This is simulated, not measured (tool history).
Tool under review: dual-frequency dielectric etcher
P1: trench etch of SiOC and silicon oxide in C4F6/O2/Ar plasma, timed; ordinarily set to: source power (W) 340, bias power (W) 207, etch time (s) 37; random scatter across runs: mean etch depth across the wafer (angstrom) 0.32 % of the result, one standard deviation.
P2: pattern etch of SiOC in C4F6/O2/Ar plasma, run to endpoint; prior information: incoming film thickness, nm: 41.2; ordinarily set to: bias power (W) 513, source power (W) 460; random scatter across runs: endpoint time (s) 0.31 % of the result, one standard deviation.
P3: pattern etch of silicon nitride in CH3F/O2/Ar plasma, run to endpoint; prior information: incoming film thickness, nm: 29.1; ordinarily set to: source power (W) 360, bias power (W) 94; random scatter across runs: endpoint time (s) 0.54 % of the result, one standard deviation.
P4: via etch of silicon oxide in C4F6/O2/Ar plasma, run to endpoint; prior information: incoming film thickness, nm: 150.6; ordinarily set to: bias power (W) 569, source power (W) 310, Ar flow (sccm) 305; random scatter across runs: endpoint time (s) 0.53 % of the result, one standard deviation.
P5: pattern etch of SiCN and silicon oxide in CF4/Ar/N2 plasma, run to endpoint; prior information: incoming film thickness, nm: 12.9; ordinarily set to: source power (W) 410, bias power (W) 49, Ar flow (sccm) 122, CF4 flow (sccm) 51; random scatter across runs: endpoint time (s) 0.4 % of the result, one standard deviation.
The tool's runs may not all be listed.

run	hour	process that ran	source power (W)	bias power (W)	etch time (s)	Ar flow (sccm)	CF4 flow (sccm)	hours since the last wet clean	hours since the last source power generator calibration	hours since the last bias power generator calibration	mean etch depth across the wafer (angstrom)	endpoint time (s)
1	8.7	P1	340	207	37			74.9	2061.2	403.6	729	
2	17.2	P1	340	207	37			83.4	2069.7	412.1	727.52	
3	27	P4	310	569		305		93.2	2079.5	421.9		34.769
4	34.5	P4	310	569		227		100.7	2087	429.4		33.733
5	41.1	P1	340	153	37			107.3	2093.6	436	656.12	
6	49.8	P1	410	164	37			116	2102.3	444.7	726.12	
7	59.6	P3	360	94				125.8	2112.1	454.5		38.479
8	65.6	P4	230	569		305		131.8	2118.1	460.5		39.098
9	71.3	P1	340	207	37			137.5	2123.8	466.2	726.79	
10	80.1	P5	410	49		122	37	146.3	2132.6	475		21.713
11	89.6	P2	460	513				155.8	2142.1	484.5		13.067
12	98.7	P1	340	274	45			164.9	2151.2	493.6	971.87	
13	105.8	P4	310	676		305		172	2158.3	500.7		32.683
14	110.4	P1	340	207	22.5			176.6	2162.9	505.3	441.43	
15	114.8	P5	410	49		145	51	181	2167.3	509.7		21.013
16	119.6	P1	440	207	37			185.8	2172.1	514.5	808.86	
17	124.2	P1	340	207	37			190.4	2176.7	519.1	727.33	
18	129.3	P1	340	207	46			195.5	2181.8	524.2	902.41	
19	134	P4	310	569		305		200.2	2186.5	528.9		35.154
# hour 141: wet clean of the chamber
20	143.3	P1	280	207	37			2.3	2195.8	538.2	674.12	
21	150.6	P2	300	513				9.6	2203.1	545.5		15.436
22	155.2	P3	360	74				14.2	2207.7	550.1		42.078
23	160.1	P5	410	59		122	51	19.1	2212.6	555		19.121
24	164.9	P1	340	207	37			23.9	2217.4	559.8	727.03	
25	173.7	P1	340	207	37			32.7	2226.2	568.6	730.57	
26	179	P3	280	94				38	2231.5	573.9		42.26
27	188.6	P5	290	49		122	51	47.6	2241.1	583.5		27.986
28	193.4	P1	340	283	37			52.4	2245.9	588.3	804.4	
29	203.2	P1	280	277	37			62.2	2255.7	598.1	742.08	
# hour 204.7: source power generator calibrated
30	212.1	P3	360	94				71.1	7.4	607		38.28
31	219.6	P5	410	49		122	51	78.6	14.9	614.5		20.49
32	227.8	P2	460	409				86.8	23.1	622.7		14.248
33	236.3	P1	340	207	37			95.3	31.6	631.2	725.26	
34	242	P1	340	207	37			101	37.3	636.9	726.12	
35	250.2	P1	340	207	37			109.2	45.5	645.1	729.99	
36	258.8	P1	340	207	37			117.8	54.1	653.7	734.84	
# hour 261.3: wet clean of the chamber
37	267.7	P1	340	207	37			6.4	63	662.6	733.15	
38	277.5	P1	340	207	37			16.2	72.8	672.4	736.87	
39	284.3	P1	340	207	37			23	79.6	679.2	736.86	
40	288.6	P1	340	207	37			27.3	83.9	683.5	737.65	
41	297.4	P1	340	207	37			36.1	92.7	692.3	738.41	
42	302.7	P1	340	207	37			41.4	98	697.6	732.12	

What P1 gives has crept off from where it sat before. The 2 causes that follow fit the log equally well, each at the size noted:
A: bias power that arrives over what is set, % = 4.94
B: source power that arrives over what is set, % = 4.24
The creep began at about hour 236.3.
Ruled out, with reasons:
chamber walls in a state that raises the etch rate, %: work on it at hour 261.3, done after the drift set in, did not restore what the process gave before

The list below offers 4 check runs, each averaging the results of 2 wafers, and shows each result as a question mark. For which of them would the listed causes give clearly different results?
check 1	308	P3	360	94								?
check 2	308	P5	410	49		122	51					?
check 3	308	P4	310	569		305						?
check 4	308	P2	460	513								?

Expected result of each check under each candidate cause:
check	result	if A	if B
check 1	endpoint time (s)	37.773	37.856
check 2	endpoint time (s)	20.129	19.728
check 3	endpoint time (s)	34.277	34.395
check 4	endpoint time (s)	12.882	12.916
Distance between the nearest two causes, measured in the result of the check that separates them most: check 1 0.22 %; check 2 2.01 %; check 3 0.35 %; check 4 0.27 %
The other checks would show nearly matching results whichever cause is true, so check 2 is the only one that separates the causes.

With check 2 done, the readings were: endpoint time (s) 20.13. Identify which of the listed causes applies.

It was cause A: bias power that arrives over what is set, %.
